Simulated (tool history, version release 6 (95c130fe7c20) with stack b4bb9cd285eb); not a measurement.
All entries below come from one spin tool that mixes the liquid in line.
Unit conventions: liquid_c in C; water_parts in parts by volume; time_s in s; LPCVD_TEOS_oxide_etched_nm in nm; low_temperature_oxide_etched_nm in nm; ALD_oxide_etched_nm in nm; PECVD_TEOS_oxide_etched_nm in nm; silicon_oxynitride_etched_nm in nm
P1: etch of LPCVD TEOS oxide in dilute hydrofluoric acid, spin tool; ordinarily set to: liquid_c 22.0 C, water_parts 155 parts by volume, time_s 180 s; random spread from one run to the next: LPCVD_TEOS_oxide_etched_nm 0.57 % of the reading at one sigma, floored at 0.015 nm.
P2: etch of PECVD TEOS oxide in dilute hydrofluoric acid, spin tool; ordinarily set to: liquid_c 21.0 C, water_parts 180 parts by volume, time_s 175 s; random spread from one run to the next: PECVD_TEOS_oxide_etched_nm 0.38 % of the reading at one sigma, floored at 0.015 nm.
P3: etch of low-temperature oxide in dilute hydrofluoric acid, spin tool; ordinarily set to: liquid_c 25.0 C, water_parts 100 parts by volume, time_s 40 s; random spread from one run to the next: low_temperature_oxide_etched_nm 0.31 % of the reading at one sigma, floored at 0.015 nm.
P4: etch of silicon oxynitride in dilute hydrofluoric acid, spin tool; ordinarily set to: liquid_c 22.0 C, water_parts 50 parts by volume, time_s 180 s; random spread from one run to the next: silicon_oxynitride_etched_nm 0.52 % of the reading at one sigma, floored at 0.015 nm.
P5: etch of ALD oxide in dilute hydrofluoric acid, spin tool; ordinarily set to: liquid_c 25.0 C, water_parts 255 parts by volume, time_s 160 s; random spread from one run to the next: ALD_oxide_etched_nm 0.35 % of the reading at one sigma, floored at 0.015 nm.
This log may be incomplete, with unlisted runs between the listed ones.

| run | day | process | liquid_c | water_parts | time_s | LPCVD_TEOS_oxide_etched_nm | low_temperature_oxide_etched_nm | ALD_oxide_etched_nm | PECVD_TEOS_oxide_etched_nm | silicon_oxynitride_etched_nm |
|---|---|---|---|---|---|---|---|---|---|---|
| 1 | 0.204 | P1 | 22.0 | 155 | 180 | 38.995 |  |  |  |  |
| 2 | 0.367 | P3 | 25.0 | 100 | 15 |  | 4.3418 |  |  |  |
| 3 | 0.571 | P1 | 22.0 | 155 | 180 | 39.093 |  |  |  |  |
| 4 | 0.762 | P5 | 25.0 | 255 | 160 |  |  | 10.2100 |  |  |
| 5 | 0.912 | P1 | 22.0 | 230 | 180 | 24.491 |  |  |  |  |
| 6 | 1.154 | P2 | 21.0 | 255 | 175 |  |  |  | 5.9557 |  |
| 7 | 1.354 | P4 | 22.0 | 20 | 180 |  |  |  |  | 24.1240 |
| 8 | 1.579 | P4 | 18.0 | 50 | 180 |  |  |  |  | 7.8595 |
| 9 | 1.783 | P5 | 25.0 | 255 | 160 |  |  | 10.1730 |  |  |
| 10 | 1.975 | P1 | 17.5 | 155 | 180 | 33.052 |  |  |  |  |
| 11 | 2.125 | P2 | 21.0 | 180 | 175 |  |  |  | 9.0867 |  |
| 12 | 2.338 | P1 | 28.5 | 155 | 180 | 49.911 |  |  |  |  |
| 13 | 2.467 | P4 | 22.0 | 50 | 295 |  |  |  |  | 15.7150 |
| 14 | 2.662 | P1 | 22.0 | 155 | 180 | 39.509 |  |  |  |  |
| 15 | 2.858 | P1 | 22.0 | 30 | 180 | 232.860 |  |  |  |  |
| 16 | 2.992 | P1 | 26.0 | 155 | 65 | 16.468 |  |  |  |  |
| 17 | 3.158 | P4 | 22.0 | 50 | 180 |  |  |  |  | 9.5780 |
| 18 | 3.338 | P2 | 17.0 | 180 | 175 |  |  |  | 7.7069 |  |
| 19 | 3.483 | P1 | 22.0 | 155 | 90 | 19.575 |  |  |  |  |
| 20 | 3.717 | P3 | 17.0 | 100 | 40 |  | 8.3791 |  |  |  |
| 21 | 3.846 | P5 | 25.0 | 255 | 255 |  |  | 16.3750 |  |  |
| 22 | 4.058 | P3 | 25.0 | 155 | 40 |  | 7.0058 |  |  |  |
| 23 | 4.212 | P1 | 22.0 | 205 | 285 | 44.355 |  |  |  |  |
| 24 | 4.396 | P5 | 20.0 | 255 | 160 |  |  | 8.5311 |  |  |
| 25 | 4.579 | P1 | 22.0 | 155 | 300 | 65.251 |  |  |  |  |
| 26 | 4.725 | P1 | 22.0 | 155 | 180 | 39.210 |  |  |  |  |
| 27 | 4.850 | P3 | 25.0 | 100 | 40 |  | 11.5250 |  |  |  |
| 28 | 4.979 | P2 | 21.0 | 180 | 80 |  |  |  | 4.1632 |  |
| 29 | 5.175 | P3 | 25.0 | 100 | 40 |  | 11.5890 |  |  |  |
| 30 | 5.292 | P5 | 25.0 | 125 | 160 |  |  | 24.1870 |  |  |
| 31 | 5.417 | P4 | 22.0 | 50 | 180 |  |  |  |  | 9.5898 |
| 32 | 5.546 | P1 | 22.0 | 155 | 180 | 39.359 |  |  |  |  |
| 33 | 5.717 | P1 | 22.0 | 155 | 180 | 38.937 |  |  |  |  |
| 34 | 5.892 | P1 | 22.0 | 155 | 180 | 38.123 |  |  |  |  |
| 35 | 6.021 | P1 | 22.0 | 155 | 180 | 37.638 |  |  |  |  |
| 36 | 6.258 | P1 | 22.0 | 155 | 180 | 37.103 |  |  |  |  |
| 37 | 6.442 | P1 | 22.0 | 155 | 180 | 36.838 |  |  |  |  |
| 38 | 6.604 | P1 | 22.0 | 155 | 180 | 36.550 |  |  |  |  |
| 39 | 6.767 | P1 | 22.0 | 155 | 180 | 36.849 |  |  |  |  |
| 40 | 6.917 | P1 | 22.0 | 155 | 180 | 36.588 |  |  |  |  |
| 41 | 7.150 | P1 | 22.0 | 155 | 180 | 36.664 |  |  |  |  |

The log shows P1 creeping away from where it was. Any of the 2 causes listed here, at the size stated for it, fits the log just as well as the others:
A: hydrofluoric acid flow below the setpoint (%) = 5.67
B: liquid colder than its thermometer reads (K) = 1.75
Onset of the creep was near day 5.717.

The 4 check runs listed below each average the results of 2 wafers, and their outcomes are marked with question marks. Under which run would the listed causes produce clearly different results?
| check 1 | 7.383 | P5 | 25.0 | 135 | 160 |  |  | ? |  |  |
| check 2 | 7.383 | P2 | 17.0 | 180 | 175 |  |  |  | ? |  |
| check 3 | 7.383 | P3 | 18.0 | 100 | 15 |  | ? |  |  |  |
| check 4 | 7.383 | P4 | 22.0 | 20 | 280 |  |  |  |  | ? |

What each check would give under each cause:
| check | result | if A | if B |
|---|---|---|---|
| check 1 | ALD_oxide_etched_nm | 20.6090 | 20.6180 |
| check 2 | PECVD_TEOS_oxide_etched_nm | 7.2282 | 7.2082 |
| check 3 | low_temperature_oxide_etched_nm | 3.0594 | 3.0319 |
| check 4 | silicon_oxynitride_etched_nm | 35.7130 | 34.6400 |
Minimum pairwise separation of causes per check, each pair taken at its best-separating result: check 1 0.04 %; check 2 0.28 %; check 3 0.9 %; check 4 3.05 %
The other checks would show nearly matching results whichever cause is true, so check 4 is the only one that separates the causes.

With check 4 done, the readings were: silicon_oxynitride_etched_nm 34.7100 nm. Identify which of the listed causes applies.

B is the cause: liquid colder than its thermometer reads (K).
